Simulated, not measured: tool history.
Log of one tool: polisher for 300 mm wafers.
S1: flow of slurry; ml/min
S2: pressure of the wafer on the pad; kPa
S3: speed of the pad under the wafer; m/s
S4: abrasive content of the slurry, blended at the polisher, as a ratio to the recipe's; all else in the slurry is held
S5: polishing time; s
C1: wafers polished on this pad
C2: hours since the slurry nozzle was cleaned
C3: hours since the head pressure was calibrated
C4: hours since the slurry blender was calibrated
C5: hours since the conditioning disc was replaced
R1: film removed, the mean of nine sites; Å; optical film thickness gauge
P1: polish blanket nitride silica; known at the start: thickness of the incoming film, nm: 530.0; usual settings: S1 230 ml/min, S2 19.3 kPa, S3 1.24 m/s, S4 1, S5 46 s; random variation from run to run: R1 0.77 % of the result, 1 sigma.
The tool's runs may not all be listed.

run 1 hour=6.6 | S1=230 S2=19.3 S3=1.24 S4=1 S5=46 | C1=398 C2=273.8 C3=803 C4=67.1 C5=120 | R1=221.43
run 2 hour=18.2 | S1=360 S2=19.3 S3=1.24 S4=1 S5=46 | C1=563 C2=285.4 C3=814.6 C4=78.7 C5=131.6 | R1=234.77
run 3 hour=25.6 | S1=230 S2=11 S3=1.24 S4=1 S5=46 | C1=669 C2=292.8 C3=822 C4=86.1 C5=139 | R1=128.85
run 4 hour=35.7 | S1=230 S2=25.5 S3=0.74 S4=1 S5=46 | C1=813 C2=302.9 C3=832.1 C4=96.2 C5=149.1 | R1=196.46
run 5 hour=44.1 | S1=230 S2=25.5 S3=1.24 S4=1 S5=46 | C1=932 C2=311.3 C3=840.5 C4=104.6 C5=157.5 | R1=291.63
run 6 hour=52.1 | S1=230 S2=19.3 S3=1.24 S4=1.45 S5=46 | C1=1047 C2=319.3 C3=848.5 C4=112.6 C5=165.5 | R1=261.29
run 7 hour=63.7 | S1=230 S2=19.3 S3=1.24 S4=1 S5=46 | C1=1212 C2=330.9 C3=860.1 C4=124.2 C5=177.1 | R1=224.77
run 8 hour=74 | S1=230 S2=19.3 S3=1.24 S4=1 S5=46 | C1=1359 C2=341.2 C3=870.4 C4=134.5 C5=187.4 | R1=224
run 9 hour=82.1 | S1=230 S2=19.3 S3=1.24 S4=1 S5=46 | C1=1474 C2=349.3 C3=878.5 C4=142.6 C5=195.5 | R1=226.35
run 10 hour=93.4 | S1=230 S2=19.3 S3=1.24 S4=0.55 S5=46 | C1=1635 C2=360.6 C3=889.8 C4=153.9 C5=206.8 | R1=162.58
run 11 hour=101.7 | S1=230 S2=19.3 S3=1.24 S4=1 S5=46 | C1=1754 C2=368.9 C3=898.1 C4=162.2 C5=215.1 | R1=222.08
run 12 hour=111.2 | S1=230 S2=19.3 S3=0.78 S4=1 S5=46 | C1=1889 C2=378.4 C3=907.6 C4=171.7 C5=224.6 | R1=154.13
run 13 hour=117.1 | S1=230 S2=19.3 S3=1.24 S4=1 S5=33 | C1=1973 C2=384.3 C3=913.5 C4=177.6 C5=230.5 | R1=161.44
run 14 hour=128.7 | S1=230 S2=19.3 S3=1.24 S4=1 S5=68 | C1=2139 C2=395.9 C3=925.1 C4=189.2 C5=242.1 | R1=331.62
run 15 hour=134.1 | S1=140 S2=19.3 S3=1.24 S4=1 S5=46 | C1=2216 C2=401.3 C3=930.5 C4=194.6 C5=247.5 | R1=207.99
run 16 hour=145 | S1=230 S2=19.3 S3=1.24 S4=1 S5=46 | C1=2371 C2=412.2 C3=941.4 C4=205.5 C5=258.4 | R1=222.04
run 17 hour=155.3 | S1=230 S2=19.3 S3=1.62 S4=1 S5=46 | C1=2518 C2=422.5 C3=951.7 C4=215.8 C5=268.7 | R1=277.44
run 18 hour=166.7 | S1=230 S2=19.3 S3=1.24 S4=1 S5=46 | C1=2680 C2=433.9 C3=963.1 C4=227.2 C5=280.1 | R1=226.02
run 19 hour=174.1 | S1=230 S2=19.3 S3=1.24 S4=1 S5=46 | C1=2786 C2=441.3 C3=970.5 C4=234.6 C5=287.5 | R1=217.65
run 20 hour=182.2 | S1=230 S2=19.3 S3=1.24 S4=1 S5=46 | C1=2901 C2=449.4 C3=978.6 C4=242.7 C5=295.6 | R1=212.77
run 21 hour=187.5 | S1=230 S2=19.3 S3=1.24 S4=1 S5=46 | C1=2977 C2=454.7 C3=983.9 C4=248 C5=300.9 | R1=210.41

The next listed run, before its measurement:
run 22 hour=193.6 | S1=230 S2=19.3 S3=1.24 S4=1 S5=46 | C1=3064 C2=460.8 C3=990 C4=254.1 C5=307 | R1=?

R1: 209.18 Å
